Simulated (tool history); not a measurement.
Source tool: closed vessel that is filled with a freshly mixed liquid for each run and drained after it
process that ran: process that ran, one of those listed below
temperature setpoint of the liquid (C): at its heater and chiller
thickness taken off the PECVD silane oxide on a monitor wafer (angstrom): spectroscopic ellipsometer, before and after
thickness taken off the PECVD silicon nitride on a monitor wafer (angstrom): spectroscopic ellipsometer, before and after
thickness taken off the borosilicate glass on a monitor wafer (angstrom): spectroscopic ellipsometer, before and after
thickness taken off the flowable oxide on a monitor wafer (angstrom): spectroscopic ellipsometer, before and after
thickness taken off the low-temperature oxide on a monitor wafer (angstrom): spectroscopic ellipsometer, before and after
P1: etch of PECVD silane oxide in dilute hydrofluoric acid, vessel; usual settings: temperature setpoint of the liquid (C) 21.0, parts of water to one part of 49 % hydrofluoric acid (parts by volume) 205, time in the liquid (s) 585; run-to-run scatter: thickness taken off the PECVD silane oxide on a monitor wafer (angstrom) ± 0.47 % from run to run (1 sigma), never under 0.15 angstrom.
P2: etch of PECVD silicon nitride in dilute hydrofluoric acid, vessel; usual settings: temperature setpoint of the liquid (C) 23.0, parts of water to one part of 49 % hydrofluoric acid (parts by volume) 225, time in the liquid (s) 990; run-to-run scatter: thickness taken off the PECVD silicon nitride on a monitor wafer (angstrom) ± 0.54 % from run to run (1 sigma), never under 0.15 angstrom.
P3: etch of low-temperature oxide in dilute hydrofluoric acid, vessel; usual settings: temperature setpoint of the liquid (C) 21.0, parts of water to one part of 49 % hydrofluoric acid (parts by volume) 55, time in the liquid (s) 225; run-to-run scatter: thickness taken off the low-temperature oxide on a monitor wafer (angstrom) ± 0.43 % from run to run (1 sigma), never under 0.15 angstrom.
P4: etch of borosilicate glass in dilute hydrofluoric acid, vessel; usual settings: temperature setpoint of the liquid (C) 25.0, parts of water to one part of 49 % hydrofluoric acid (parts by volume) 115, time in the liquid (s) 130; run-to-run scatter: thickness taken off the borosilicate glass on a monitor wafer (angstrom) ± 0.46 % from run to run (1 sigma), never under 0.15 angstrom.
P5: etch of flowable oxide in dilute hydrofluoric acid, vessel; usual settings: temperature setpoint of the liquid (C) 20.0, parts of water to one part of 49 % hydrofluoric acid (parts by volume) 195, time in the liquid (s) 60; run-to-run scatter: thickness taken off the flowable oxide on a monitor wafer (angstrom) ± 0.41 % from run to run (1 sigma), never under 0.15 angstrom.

| run | hour | process that ran | temperature setpoint of the liquid (C) | parts of water to one part of 49 % hydrofluoric acid (parts by volume) | time in the liquid (s) | hours since the thermometer was replaced | hours since the hydrofluoric acid flow meter was replaced | thickness taken off the PECVD silane oxide on a monitor wafer (angstrom) | thickness taken off the PECVD silicon nitride on a monitor wafer (angstrom) | thickness taken off the borosilicate glass on a monitor wafer (angstrom) | thickness taken off the flowable oxide on a monitor wafer (angstrom) | thickness taken off the low-temperature oxide on a monitor wafer (angstrom) |
|---|---|---|---|---|---|---|---|---|---|---|---|---|
| 1 | 13.6 | P1 | 21.0 | 205 | 585 | 579.0 | 309.4 | 443.250 |  |  |  |  |
| 2 | 27.0 | P2 | 23.0 | 360 | 990 | 592.4 | 322.8 |  | 51.768 |  |  |  |
| 3 | 38.9 | P4 | 25.0 | 115 | 130 | 604.3 | 334.7 |  |  | 322.99 |  |  |
| 4 | 48.3 | P4 | 25.0 | 115 | 255 | 613.7 | 344.1 |  |  | 633.32 |  |  |
| 5 | 62.4 | P1 | 21.0 | 205 | 585 | 627.8 | 358.2 | 446.330 |  |  |  |  |
| 6 | 73.3 | P1 | 21.0 | 205 | 585 | 638.7 | 369.1 | 442.510 |  |  |  |  |
| 7 | 89.1 | P4 | 33.5 | 115 | 130 | 654.5 | 384.9 |  |  | 447.63 |  |  |
| 8 | 99.0 | P1 | 17.0 | 120 | 585 | 664.4 | 394.8 | 706.930 |  |  |  |  |
| 9 | 115.1 | P2 | 29.0 | 225 | 990 | 680.5 | 410.9 |  | 117.700 |  |  |  |
| 10 | 128.3 | P1 | 17.0 | 205 | 585 | 693.7 | 424.1 | 382.450 |  |  |  |  |
| 11 | 145.4 | P1 | 21.0 | 205 | 585 | 710.8 | 441.2 | 443.640 |  |  |  |  |
| 12 | 157.9 | P2 | 23.0 | 225 | 250 | 723.3 | 453.7 |  | 20.800 |  |  |  |
| 13 | 166.2 | P5 | 25.0 | 195 | 60 | 731.6 | 462.0 |  |  |  | 129.440 |  |
| 14 | 178.4 | P1 | 21.0 | 205 | 325 | 743.8 | 474.2 | 249.420 |  |  |  |  |
| 15 | 190.9 | P1 | 21.0 | 335 | 585 | 756.3 | 486.7 | 239.720 |  |  |  |  |
| 16 | 201.7 | P4 | 25.0 | 115 | 130 | 767.1 | 497.5 |  |  | 323.81 |  |  |
| 17 | 214.3 | P1 | 25.5 | 205 | 585 | 779.7 | 510.1 | 526.800 |  |  |  |  |
| 18 | 224.5 | P5 | 20.0 | 195 | 60 | 789.9 | 520.3 |  |  |  | 107.000 |  |
| 19 | 235.4 | P1 | 21.0 | 345 | 50 | 800.8 | 531.2 | 19.842 |  |  |  |  |
| 20 | 244.8 | P5 | 20.0 | 290 | 60 | 810.2 | 540.6 |  |  |  | 65.801 |  |
|  | 258.4 | thermometer replaced |
| 21 | 259.7 | P2 | 23.0 | 225 | 990 | 1.4 | 555.5 |  | 81.218 |  |  |  |
| 22 | 271.3 | P3 | 21.0 | 55 | 365 | 13.0 | 567.1 |  |  |  |  | 689.36 |
| 23 | 284.8 | P1 | 21.0 | 90 | 585 | 26.5 | 580.6 | 1150.400 |  |  |  |  |
| 24 | 295.9 | P1 | 21.0 | 205 | 585 | 37.6 | 591.7 | 445.320 |  |  |  |  |
| 25 | 311.3 | P4 | 25.0 | 20 | 130 | 53.0 | 607.1 |  |  | 2104.70 |  |  |
| 26 | 322.7 | P5 | 20.0 | 195 | 115 | 64.4 | 618.5 |  |  |  | 206.420 |  |
| 27 | 338.1 | P3 | 21.0 | 55 | 225 | 79.8 | 633.9 |  |  |  |  | 420.66 |
| 28 | 348.4 | P3 | 29.5 | 55 | 225 | 90.1 | 644.2 |  |  |  |  | 598.94 |
| 29 | 364.3 | P3 | 21.0 | 100 | 225 | 106.0 | 660.1 |  |  |  |  | 219.96 |
| 30 | 379.8 | P1 | 29.0 | 300 | 585 | 121.5 | 675.6 | 362.790 |  |  |  |  |
| 31 | 391.9 | P1 | 21.0 | 205 | 1040 | 133.6 | 687.7 | 790.610 |  |  |  |  |
| 32 | 404.8 | P1 | 21.0 | 205 | 585 | 146.5 | 700.6 | 444.090 |  |  |  |  |
| 33 | 419.3 | P1 | 21.0 | 205 | 585 | 161.0 | 715.1 | 429.960 |  |  |  |  |
| 34 | 433.7 | P1 | 21.0 | 205 | 585 | 175.4 | 729.5 | 424.710 |  |  |  |  |
| 35 | 448.3 | P1 | 21.0 | 205 | 585 | 190.0 | 744.1 | 416.260 |  |  |  |  |
| 36 | 456.8 | P1 | 21.0 | 205 | 585 | 198.5 | 752.6 | 419.450 |  |  |  |  |
| 37 | 474.2 | P1 | 21.0 | 205 | 585 | 215.9 | 770.0 | 415.290 |  |  |  |  |
| 38 | 483.7 | P1 | 21.0 | 205 | 585 | 225.4 | 779.5 | 417.530 |  |  |  |  |

Something has made what P1 gives creep away from where it was; the 2 causes below, each at its own stated size, fit the log equally well:
A: liquid colder than its thermometer reads (K) = 1.57
B: hydrofluoric acid flow below the setpoint (%) = 4.85
The gradual shift began around hour 404.8.

Of the 4 check runs listed below, each run on one wafer and each result written as a question mark, which would let you distinguish the listed causes because they would give clearly different results?
| check 1 | 493.2 | P4 | 30.0 | 115 | 130 |  |  |  |  | ? |  |  |
| check 2 | 493.2 | P3 | 25.0 | 55 | 225 |  |  |  |  |  |  | ? |
| check 3 | 493.2 | P2 | 26.5 | 350 | 990 |  |  |  | ? |  |  |  |
| check 4 | 493.2 | P5 | 23.5 | 195 | 115 |  |  |  |  |  | ? |  |

How each check would come out, cause by cause:
| check | result | if A | if B |
|---|---|---|---|
| check 1 | thickness taken off the borosilicate glass on a monitor wafer (angstrom) | 366.93 | 367.22 |
| check 2 | thickness taken off the low-temperature oxide on a monitor wafer (angstrom) | 467.70 | 472.79 |
| check 3 | thickness taken off the PECVD silicon nitride on a monitor wafer (angstrom) | 59.563 | 62.150 |
| check 4 | thickness taken off the flowable oxide on a monitor wafer (angstrom) | 221.590 | 221.320 |
Gap, in per cent, between the two causes that each check separates least, read from the result that separates them most: check 1 0.08 %; check 2 1.08 %; check 3 4.25 %; check 4 0.12 %
The causes can be told apart only by check 3. The other checks would give nearly the same results under each of them.

With check 3 done, the readings were: thickness taken off the PECVD silicon nitride on a monitor wafer (angstrom) 62.341. Identify which of the listed causes applies.

Of the candidate causes, it is B: hydrofluoric acid flow below the setpoint (%).
